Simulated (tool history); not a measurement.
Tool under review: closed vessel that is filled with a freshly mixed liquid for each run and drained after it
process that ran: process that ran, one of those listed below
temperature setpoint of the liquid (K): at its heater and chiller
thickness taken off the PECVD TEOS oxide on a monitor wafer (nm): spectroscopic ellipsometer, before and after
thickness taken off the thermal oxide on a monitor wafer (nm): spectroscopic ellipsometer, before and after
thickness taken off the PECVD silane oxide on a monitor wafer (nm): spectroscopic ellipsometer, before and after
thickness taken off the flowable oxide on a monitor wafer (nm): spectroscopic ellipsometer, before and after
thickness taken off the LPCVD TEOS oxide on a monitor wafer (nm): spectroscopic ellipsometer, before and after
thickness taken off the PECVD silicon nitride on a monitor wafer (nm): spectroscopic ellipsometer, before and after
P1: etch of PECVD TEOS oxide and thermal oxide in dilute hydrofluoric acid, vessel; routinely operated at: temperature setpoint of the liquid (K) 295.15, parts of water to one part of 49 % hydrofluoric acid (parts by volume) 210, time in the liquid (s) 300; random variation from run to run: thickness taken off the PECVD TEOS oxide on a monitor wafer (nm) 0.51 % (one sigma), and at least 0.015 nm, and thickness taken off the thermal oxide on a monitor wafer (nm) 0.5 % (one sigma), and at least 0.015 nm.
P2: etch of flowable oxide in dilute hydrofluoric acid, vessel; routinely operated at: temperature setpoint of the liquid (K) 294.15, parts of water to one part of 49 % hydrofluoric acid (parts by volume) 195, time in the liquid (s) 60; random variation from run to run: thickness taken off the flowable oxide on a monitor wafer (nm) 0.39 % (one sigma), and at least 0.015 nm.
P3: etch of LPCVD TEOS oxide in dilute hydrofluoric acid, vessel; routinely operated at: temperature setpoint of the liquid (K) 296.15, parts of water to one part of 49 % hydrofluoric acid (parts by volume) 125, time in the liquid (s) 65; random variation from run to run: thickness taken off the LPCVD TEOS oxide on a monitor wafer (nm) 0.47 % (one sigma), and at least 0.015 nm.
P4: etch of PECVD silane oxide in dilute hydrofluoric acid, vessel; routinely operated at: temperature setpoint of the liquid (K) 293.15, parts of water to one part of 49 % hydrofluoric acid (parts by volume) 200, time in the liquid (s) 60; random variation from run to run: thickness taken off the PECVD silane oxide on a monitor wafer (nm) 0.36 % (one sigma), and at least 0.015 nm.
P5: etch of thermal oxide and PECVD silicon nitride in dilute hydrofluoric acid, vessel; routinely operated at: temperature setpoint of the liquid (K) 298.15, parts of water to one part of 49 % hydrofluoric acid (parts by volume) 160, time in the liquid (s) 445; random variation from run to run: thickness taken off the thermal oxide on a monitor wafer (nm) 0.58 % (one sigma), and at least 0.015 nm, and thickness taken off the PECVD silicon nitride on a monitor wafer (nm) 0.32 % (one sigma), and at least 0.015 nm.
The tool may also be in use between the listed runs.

run	hour	process that ran	temperature setpoint of the liquid (K)	parts of water to one part of 49 % hydrofluoric acid (parts by volume)	time in the liquid (s)	thickness taken off the PECVD TEOS oxide on a monitor wafer (nm)	thickness taken off the thermal oxide on a monitor wafer (nm)	thickness taken off the PECVD silane oxide on a monitor wafer (nm)	thickness taken off the flowable oxide on a monitor wafer (nm)	thickness taken off the LPCVD TEOS oxide on a monitor wafer (nm)	thickness taken off the PECVD silicon nitride on a monitor wafer (nm)
1	7.1	P1	295.15	210	300	31.072	5.3301				
2	14.3	P1	302.15	210	50	6.7168	1.1279				
3	22.3	P4	293.15	200	60			11.236			
4	27.6	P1	295.15	210	300	31.423	5.2691				
5	31.3	P1	295.15	210	85	8.9022	1.4898				
6	39.1	P1	295.15	385	300	14.529	2.4445				
7	43.6	P2	294.15	195	30				6.8671		
8	47.5	P3	296.15	125	65					8.1118	
9	54.6	P1	295.15	210	300	31.443	5.3195				
10	62.6	P1	295.15	80	300	95.157	15.943				
11	70.3	P4	293.15	280	60			7.447			
12	78.2	P5	298.15	160	445		13.135				16.76
13	84.5	P2	294.15	280	60				8.8877		
14	91.7	P3	296.15	185	65					5.1627	
15	99.7	P1	290.15	210	300	26.041	4.3522				
16	107.2	P4	297.15	200	60			12.975			
17	112.1	P1	295.15	210	435	44.804	7.6481				
18	119.9	P1	295.15	210	300	31.422	5.2505				
19	124.9	P2	290.15	195	60				11.75		
20	133.3	P3	296.15	125	30					3.6819	
21	138.3	P1	299.65	210	300	37.094	6.2161				
22	143.5	P3	296.15	125	65					8.0296	
23	148.3	P2	294.15	195	60				13.823		
24	153	P5	298.15	255	445		7.3853				10.586
25	157.6	P4	293.15	200	60			11.183			
26	164.4	P2	294.15	195	60				13.768		
27	169.3	P5	298.15	160	445		13.061				16.797
28	174.5	P5	291.65	160	445		10.181				10.997
29	182.4	P1	295.15	210	300	31.348	5.3578				
30	187.2	P1	295.15	90	155	42.975	7.2248				
31	194.3	P3	290.15	125	65					6.4395	
32	198.8	P4	293.15	200	95			17.704			
33	206.4	P5	298.15	160	255		7.5011				9.5743
34	212.5	P1	295.15	210	300	31.142	5.2603				
35	219.8	P1	295.15	210	300	31.891	5.3648				
36	227.1	P1	295.15	210	300	32.484	5.466				
37	234.4	P1	295.15	210	300	32.341	5.5012				
38	241.9	P1	295.15	210	300	32.891	5.5877				
39	249.6	P1	295.15	210	300	32.675	5.6039				
40	256.2	P1	295.15	210	300	32.758	5.5672				
41	260	P1	295.15	210	300	33.094	5.5494				
42	267.3	P1	295.15	210	300	33.089	5.5852				

Forecast run 43:
43	271.7	P1	295.15	210	300	?	?				

Run 43 came out at thickness taken off the PECVD TEOS oxide on a monitor wafer (nm) 33.366, thickness taken off the thermal oxide on a monitor wafer (nm) 5.5687.
